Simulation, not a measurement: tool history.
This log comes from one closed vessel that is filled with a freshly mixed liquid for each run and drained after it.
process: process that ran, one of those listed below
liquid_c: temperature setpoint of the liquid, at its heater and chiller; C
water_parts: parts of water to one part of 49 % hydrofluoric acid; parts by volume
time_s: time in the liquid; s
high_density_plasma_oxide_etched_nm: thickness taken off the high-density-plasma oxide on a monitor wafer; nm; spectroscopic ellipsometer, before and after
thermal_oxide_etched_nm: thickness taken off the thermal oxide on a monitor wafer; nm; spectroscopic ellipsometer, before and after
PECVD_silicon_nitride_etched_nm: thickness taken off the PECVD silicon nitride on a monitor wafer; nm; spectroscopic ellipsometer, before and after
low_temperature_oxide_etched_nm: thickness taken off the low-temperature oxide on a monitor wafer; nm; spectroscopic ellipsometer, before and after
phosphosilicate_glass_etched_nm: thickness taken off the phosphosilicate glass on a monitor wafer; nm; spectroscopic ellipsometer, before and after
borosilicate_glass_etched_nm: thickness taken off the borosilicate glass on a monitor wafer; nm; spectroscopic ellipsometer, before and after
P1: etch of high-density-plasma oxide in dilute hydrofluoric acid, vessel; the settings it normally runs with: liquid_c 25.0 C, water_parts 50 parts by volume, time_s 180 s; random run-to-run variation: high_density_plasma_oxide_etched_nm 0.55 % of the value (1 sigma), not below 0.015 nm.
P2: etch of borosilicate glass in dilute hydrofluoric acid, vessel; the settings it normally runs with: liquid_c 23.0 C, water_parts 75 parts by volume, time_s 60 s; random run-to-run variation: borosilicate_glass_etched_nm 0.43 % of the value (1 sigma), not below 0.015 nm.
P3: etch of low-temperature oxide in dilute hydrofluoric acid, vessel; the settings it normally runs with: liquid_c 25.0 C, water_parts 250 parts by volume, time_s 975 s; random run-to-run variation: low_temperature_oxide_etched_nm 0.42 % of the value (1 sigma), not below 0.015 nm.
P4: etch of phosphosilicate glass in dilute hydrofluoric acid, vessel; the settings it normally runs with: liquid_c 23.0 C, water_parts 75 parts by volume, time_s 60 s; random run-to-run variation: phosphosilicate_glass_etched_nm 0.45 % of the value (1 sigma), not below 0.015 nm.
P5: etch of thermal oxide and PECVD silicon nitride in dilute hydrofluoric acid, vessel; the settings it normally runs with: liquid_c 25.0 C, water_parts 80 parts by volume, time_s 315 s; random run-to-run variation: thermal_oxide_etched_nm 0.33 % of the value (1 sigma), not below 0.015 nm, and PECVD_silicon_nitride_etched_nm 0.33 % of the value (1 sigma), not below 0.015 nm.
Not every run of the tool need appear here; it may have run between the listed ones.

run	hour	process	liquid_c	water_parts	time_s	high_density_plasma_oxide_etched_nm	thermal_oxide_etched_nm	PECVD_silicon_nitride_etched_nm	low_temperature_oxide_etched_nm	phosphosilicate_glass_etched_nm	borosilicate_glass_etched_nm
1	7.2	P1	25.0	50	180	20.3510					
2	14.0	P1	25.0	50	180	20.5910					
3	20.1	P5	25.0	80	315		19.8050	12.5760			
4	27.1	P5	25.0	80	315		19.7220	12.6000			
5	31.7	P3	25.0	250	975				40.232		
6	39.0	P5	18.5	80	315		15.1340	8.1468			
7	44.3	P1	25.0	50	30	3.4416					
8	47.9	P4	23.0	130	60					29.097	
9	54.4	P5	25.0	135	315		10.9250	7.5566			
# hour 58.9: thermometer replaced
10	59.2	P2	23.0	75	60						22.938
11	62.6	P4	23.0	75	60					53.626	
12	66.4	P1	25.0	50	365	41.7450					
13	70.9	P3	25.0	250	1680				68.576		
14	77.1	P1	25.0	80	345	23.5180					
15	80.9	P1	25.0	75	180	13.1080					
16	85.4	P2	23.0	125	60						12.982
17	90.7	P2	23.0	75	115						43.737
18	97.2	P4	23.0	75	30					26.764	
19	104.3	P1	25.0	50	180	20.6370					
20	107.5	P2	23.0	75	60						22.941
21	112.0	P1	25.0	85	305	19.4430					
22	115.8	P3	25.0	55	975				228.850		
23	122.1	P4	23.0	75	60					53.539	
24	126.5	P5	25.0	80	30		1.8931	1.1737			
25	130.8	P1	25.0	50	180	20.3870					
26	135.0	P3	25.0	250	975				39.882		
27	142.1	P1	25.0	50	180	20.7150					
28	146.1	P1	33.5	50	180	28.8720					
29	149.9	P1	19.5	50	180	16.2320					
30	154.7	P1	25.0	50	180	20.5090					
31	159.0	P1	25.0	50	180	20.3940					
32	165.2	P2	29.5	75	60						29.945
33	171.7	P1	25.0	20	180	53.3710					
34	177.4	P3	20.5	250	975				34.129		
35	184.7	P4	17.0	75	60					41.900	
36	189.9	P1	25.0	50	180	20.3290					
37	193.4	P1	25.0	50	180	21.0990					
38	197.2	P1	25.0	50	180	21.9260					
39	201.5	P1	25.0	50	180	21.8980					
40	206.7	P1	25.0	50	180	22.3050					
41	210.2	P1	25.0	50	180	22.4470					
42	217.4	P1	25.0	50	180	22.5420					

The log shows P1 creeping away from where it was. Any of the 2 causes listed here, at the size stated for it, fits the log just as well as the others:
A: liquid hotter than its thermometer reads (K) = 2.24
B: hydrofluoric acid flow above the setpoint (%) = 8.85
The gradual shift began around hour 189.9.

Which of the 4 check runs listed below separates the causes, so that each cause would produce a clearly different result? Each run uses one wafer, and its results are marked with question marks.
check 1	224.6	P2	28.5	75	60						?
check 2	224.6	P3	25.0	75	975				?		
check 3	224.6	P4	20.0	75	30					?	
check 4	224.6	P5	25.0	110	315		?	?			

Expected result of each check under each candidate cause:
check	result	if A	if B
check 1	borosilicate_glass_etched_nm	31.076	31.307
check 2	low_temperature_oxide_etched_nm	179.330	180.060
check 3	phosphosilicate_glass_etched_nm	25.972	25.954
check 4	thermal_oxide_etched_nm	15.0520	15.1960
check 4	PECVD_silicon_nitride_etched_nm	10.6420	10.0180
How far apart the two closest causes lie, in the result that separates them most: check 1 0.74 %; check 2 0.41 %; check 3 0.07 %; check 4 6.04 %
Check 4 tells the causes apart: in the others they would give nearly the same result.

Check 4 was carried out, with these results: thermal_oxide_etched_nm 15.0660 nm; PECVD_silicon_nitride_etched_nm 10.7270 nm. Which of the listed causes is responsible?

It is A: liquid hotter than its thermometer reads (K).

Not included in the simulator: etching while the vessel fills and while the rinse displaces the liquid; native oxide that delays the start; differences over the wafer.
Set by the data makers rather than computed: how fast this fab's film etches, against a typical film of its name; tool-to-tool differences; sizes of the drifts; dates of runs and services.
